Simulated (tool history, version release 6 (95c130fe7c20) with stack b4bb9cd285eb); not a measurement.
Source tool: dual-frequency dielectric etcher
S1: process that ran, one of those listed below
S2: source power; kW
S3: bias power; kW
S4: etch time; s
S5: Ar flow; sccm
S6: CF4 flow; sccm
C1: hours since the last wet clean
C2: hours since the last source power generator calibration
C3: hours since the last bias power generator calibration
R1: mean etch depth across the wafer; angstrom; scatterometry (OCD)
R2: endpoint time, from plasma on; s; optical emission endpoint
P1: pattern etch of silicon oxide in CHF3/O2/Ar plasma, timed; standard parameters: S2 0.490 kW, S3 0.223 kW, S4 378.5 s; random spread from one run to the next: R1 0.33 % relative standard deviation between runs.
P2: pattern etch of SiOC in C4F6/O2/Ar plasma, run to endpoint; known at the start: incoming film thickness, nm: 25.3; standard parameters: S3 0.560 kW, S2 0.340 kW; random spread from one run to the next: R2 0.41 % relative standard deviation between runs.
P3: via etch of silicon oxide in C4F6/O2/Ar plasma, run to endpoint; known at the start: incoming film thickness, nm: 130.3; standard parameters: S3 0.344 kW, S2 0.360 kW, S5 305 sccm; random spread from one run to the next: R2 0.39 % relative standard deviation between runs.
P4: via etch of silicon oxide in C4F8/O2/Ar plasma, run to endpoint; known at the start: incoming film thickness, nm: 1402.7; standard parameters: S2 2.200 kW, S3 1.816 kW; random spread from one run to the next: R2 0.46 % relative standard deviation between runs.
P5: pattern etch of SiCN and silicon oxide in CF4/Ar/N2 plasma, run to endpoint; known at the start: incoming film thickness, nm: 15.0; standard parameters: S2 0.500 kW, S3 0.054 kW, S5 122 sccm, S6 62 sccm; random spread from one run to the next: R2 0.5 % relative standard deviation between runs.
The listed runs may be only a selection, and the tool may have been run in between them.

{"run": 1, "hour": 3.7, "S1": "P1", "S2": 0.49, "S3": 0.223, "S4": 378.5, "C1": 463.1, "C2": 1797.9, "C3": 660.8, "R1": 7402.0}
{"run": 2, "hour": 5.9, "S1": "P1", "S2": 0.49, "S3": 0.223, "S4": 211.0, "C1": 465.3, "C2": 1800.1, "C3": 663.0, "R1": 4131.7}
{"run": 3, "hour": 10.2, "S1": "P5", "S2": 0.3, "S3": 0.054, "S5": 122, "S6": 62, "C1": 469.6, "C2": 1804.4, "C3": 667.3, "R2": 28.812}
{"run": 4, "hour": 13.8, "S1": "P1", "S2": 0.6, "S3": 0.185, "S4": 378.5, "C1": 473.2, "C2": 1808.0, "C3": 670.9, "R1": 7471.7}
{"run": 5, "hour": 16.9, "S1": "P1", "S2": 0.49, "S3": 0.16, "S4": 378.5, "C1": 476.3, "C2": 1811.1, "C3": 674.0, "R1": 6585.0}
{"run": 6, "hour": 19.6, "S1": "P2", "S2": 0.34, "S3": 0.56, "C1": 479.0, "C2": 1813.8, "C3": 676.7, "R2": 8.516}
{"run": 7, "hour": 24.4, "S1": "P1", "S2": 0.39, "S3": 0.223, "S4": 378.5, "C1": 483.8, "C2": 1818.6, "C3": 681.5, "R1": 6780.1}
{"run": 8, "hour": 27.6, "S1": "P2", "S2": 0.34, "S3": 0.56, "C1": 487.0, "C2": 1821.8, "C3": 684.7, "R2": 8.5536}
{"run": 9, "hour": 30.9, "S1": "P1", "S2": 0.49, "S3": 0.269, "S4": 378.5, "C1": 490.3, "C2": 1825.1, "C3": 688.0, "R1": 7936.9}
{"run": 10, "hour": 34.5, "S1": "P3", "S2": 0.36, "S3": 0.344, "S5": 305, "C1": 493.9, "C2": 1828.7, "C3": 691.6, "R2": 33.359}
{"run": 11, "hour": 39.0, "S1": "P5", "S2": 0.5, "S3": 0.054, "S5": 122, "S6": 62, "C1": 498.4, "C2": 1833.2, "C3": 696.1, "R2": 18.511}
{"run": 12, "hour": 41.5, "S1": "P4", "S2": 3.06, "S3": 1.816, "C1": 500.9, "C2": 1835.7, "C3": 698.6, "R2": 224.73}
{"run": 13, "hour": 44.6, "S1": "P1", "S2": 0.65, "S3": 0.223, "S4": 378.5, "C1": 504.0, "C2": 1838.8, "C3": 701.7, "R1": 8237.9}
{"run": 14, "hour": 46.7, "S1": "P2", "S2": 0.47, "S3": 0.56, "C1": 506.1, "C2": 1840.9, "C3": 703.8, "R2": 7.4919}
{"run": 15, "hour": 50.3, "S1": "P3", "S2": 0.36, "S3": 0.344, "S5": 182, "C1": 509.7, "C2": 1844.5, "C3": 707.4, "R2": 31.769}
{"run": 16, "hour": 55.1, "S1": "P5", "S2": 0.5, "S3": 0.033, "S5": 122, "S6": 62, "C1": 514.5, "C2": 1849.3, "C3": 712.2, "R2": 21.659}
{"run": 17, "hour": 59.0, "S1": "P1", "S2": 0.49, "S3": 0.223, "S4": 378.5, "C1": 518.4, "C2": 1853.2, "C3": 716.1, "R1": 7388.2}
{"run": 18, "hour": 63.4, "S1": "P3", "S2": 0.44, "S3": 0.344, "S5": 305, "C1": 522.8, "C2": 1857.6, "C3": 720.5, "R2": 30.978}
{"run": 19, "hour": 67.6, "S1": "P3", "S2": 0.36, "S3": 0.466, "S5": 305, "C1": 527.0, "C2": 1861.8, "C3": 724.7, "R2": 29.7}
{"run": 20, "hour": 71.8, "S1": "P1", "S2": 0.49, "S3": 0.223, "S4": 550.0, "C1": 531.2, "C2": 1866.0, "C3": 728.9, "R1": 10778.0}
{"run": 21, "hour": 76.1, "S1": "P5", "S2": 0.5, "S3": 0.054, "S5": 146, "S6": 62, "C1": 535.5, "C2": 1870.3, "C3": 733.2, "R2": 19.178}
{"run": 22, "hour": 80.7, "S1": "P1", "S2": 0.49, "S3": 0.223, "S4": 378.5, "C1": 540.1, "C2": 1874.9, "C3": 737.8, "R1": 7425.2}
{"run": 23, "hour": 84.3, "S1": "P4", "S2": 2.2, "S3": 1.141, "C1": 543.7, "C2": 1878.5, "C3": 741.4, "R2": 291.01}
{"run": 24, "hour": 86.8, "S1": "P1", "S2": 0.62, "S3": 0.223, "S4": 535.0, "C1": 546.2, "C2": 1881.0, "C3": 743.9, "R1": 11406.0}
{"run": 25, "hour": 89.2, "S1": "P3", "S2": 0.36, "S3": 0.344, "S5": 305, "C1": 548.6, "C2": 1883.4, "C3": 746.3, "R2": 33.541}
{"run": 26, "hour": 93.5, "S1": "P1", "S2": 0.49, "S3": 0.223, "S4": 378.5, "C1": 552.9, "C2": 1887.7, "C3": 750.6, "R1": 7429.1}
{"run": 27, "hour": 97.0, "S1": "P1", "S2": 0.49, "S3": 0.223, "S4": 378.5, "C1": 556.4, "C2": 1891.2, "C3": 754.1, "R1": 7429.6}
{"run": 28, "hour": 101.3, "S1": "P2", "S2": 0.34, "S3": 0.367, "C1": 560.7, "C2": 1895.5, "C3": 758.4, "R2": 10.012}
{"run": 29, "hour": 104.1, "S1": "P4", "S2": 2.2, "S3": 1.816, "C1": 563.5, "C2": 1898.3, "C3": 761.2, "R2": 256.75}
{"run": 30, "hour": 107.8, "S1": "P5", "S2": 0.5, "S3": 0.054, "S5": 122, "S6": 41, "C1": 567.2, "C2": 1902.0, "C3": 764.9, "R2": 19.939}
{"run": 31, "hour": 110.6, "S1": "P5", "S2": 0.5, "S3": 0.054, "S5": 122, "S6": 62, "C1": 570.0, "C2": 1904.8, "C3": 767.7, "R2": 18.57}
{"run": 32, "hour": 113.7, "S1": "P1", "S2": 0.49, "S3": 0.223, "S4": 378.5, "C1": 573.1, "C2": 1907.9, "C3": 770.8, "R1": 7403.6}
{"run": 33, "hour": 116.2, "S1": "P1", "S2": 0.49, "S3": 0.223, "S4": 378.5, "C1": 575.6, "C2": 1910.4, "C3": 773.3, "R1": 7433.7}
{"run": 34, "hour": 118.6, "S1": "P1", "S2": 0.49, "S3": 0.223, "S4": 378.5, "C1": 578.0, "C2": 1912.8, "C3": 775.7, "R1": 7481.5}

Run 35 has not been measured yet. What should we expect?
{"run": 35, "hour": 123.0, "S1": "P1", "S2": 0.49, "S3": 0.223, "S4": 378.5, "C1": 582.4, "C2": 1917.2, "C3": 780.1, "R1": "?"}

R1: 7488.4 angstrom
